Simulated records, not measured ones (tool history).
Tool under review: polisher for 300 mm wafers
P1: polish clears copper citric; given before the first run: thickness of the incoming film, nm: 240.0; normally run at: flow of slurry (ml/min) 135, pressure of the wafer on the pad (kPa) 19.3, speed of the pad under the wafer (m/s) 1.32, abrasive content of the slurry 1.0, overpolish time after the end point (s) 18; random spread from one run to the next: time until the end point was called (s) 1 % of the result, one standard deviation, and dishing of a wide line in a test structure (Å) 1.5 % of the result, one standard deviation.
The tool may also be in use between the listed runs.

run	hour	flow of slurry (ml/min)	pressure of the wafer on the pad (kPa)	speed of the pad under the wafer (m/s)	abrasive content of the slurry	overpolish time after the end point (s)	time until the end point was called (s)	dishing of a wide line in a test structure (Å)
1	2.9	135	19.3	1.32	1.0	18	96.907	311.370
2	5.8	135	11.7	1.32	1.0	18	159.190	201.330
3	10.1	135	19.3	0.64	1.0	18	195.520	173.040
4	15.7	135	19.3	1.32	1.0	5	95.891	99.184
# hour 18.4: slurry blender recalibrated
5	20.9	100	19.3	1.32	1.2	18	100.090	301.090
6	27.2	80	19.3	1.32	1.0	18	108.150	276.030
7	32.3	100	19.3	0.64	1.0	18	207.490	156.500
8	38.2	135	19.3	1.32	1.5	18	87.242	343.270
9	44.1	135	19.3	1.32	0.5	18	111.560	271.340
10	49.1	135	19.3	1.32	1.0	18	96.541	306.260
11	53.7	135	19.3	1.32	1.0	29	97.014	446.830
# hour 57.6: slurry nozzle cleaned
12	60.0	135	19.3	1.32	1.0	18	96.332	312.790
13	62.9	135	19.3	1.32	1.0	18	97.164	305.630
14	67.6	135	14.5	0.84	1.0	18	194.430	160.870
15	72.3	135	19.3	2.00	1.0	18	65.490	426.250
16	76.8	135	28.3	1.32	1.0	18	65.498	417.830
17	81.3	200	19.3	1.32	1.0	18	92.941	333.260
18	84.4	135	19.3	1.32	1.0	18	96.118	307.380
19	88.2	135	19.3	1.32	1.0	18	99.082	302.480
20	94.6	135	19.3	1.32	1.0	18	105.300	288.470
# hour 98.7: head pressure recalibrated
21	100.9	135	19.3	1.32	1.0	18	108.220	286.200
# hour 102.6: slurry blender recalibrated
22	105.9	135	19.3	1.32	1.0	18	107.430	283.010
23	110.9	135	19.3	1.32	1.0	18	111.390	280.520
24	113.8	135	19.3	1.32	1.0	18	109.100	288.980

The output of P1 has drifted from where it used to be. Each of the 2 causes below, taken at the size shown beside it, accounts for the log equally well:
A: removal rate lost through wear of the pad, % = 11.3
B: slurry flow missing at the pad, % = 39.2
The gradual shift began around hour 84.4.
Each remaining cause and why it is not a fit:
head's pressure below its setpoint, %: work on it at hour 98.7, done after the drift set in, did not restore what the process gave before
abrasive missing from the slurry, %: work on it at hour 102.6, done after the drift set in, did not restore what the process gave before

Which of the check runs below tells the causes apart, meaning the causes would give it clearly different results? Each run uses 5 wafers whose results are averaged, and each result is shown as a question mark.
check 1	116.7	200	19.3	1.32	1.00	24	?	?
check 2	116.7	135	26.9	0.82	1.00	18	?	?
check 3	116.7	135	26.9	1.32	0.55	18	?	?
check 4	116.7	135	26.9	1.32	1.00	5	?	?

Check results expected under each cause:
check	result	if A	if B
check 1	time until the end point was called (s)	102.490	98.875
check 1	dishing of a wide line in a test structure (Å)	371.100	381.500
check 2	time until the end point was called (s)	125.770	125.770
check 2	dishing of a wide line in a test structure (Å)	251.920	251.930
check 3	time until the end point was called (s)	89.162	89.160
check 3	dishing of a wide line in a test structure (Å)	336.840	336.850
check 4	time until the end point was called (s)	78.806	78.804
check 4	dishing of a wide line in a test structure (Å)	120.070	120.070
Per-check spread between the two closest causes, in the result where they differ most: check 1 3.59 %; check 2 0 %; check 3 0 %; check 4 0 %
Of the check runs offered, only check 1 discriminates between the causes; the rest would read about the same regardless of which cause applies.

After running check 1, the following was obtained: time until the end point was called (s) 98.905; dishing of a wide line in a test structure (Å) 377.130. Which cause does this point to?

It was cause B: slurry flow missing at the pad, %.
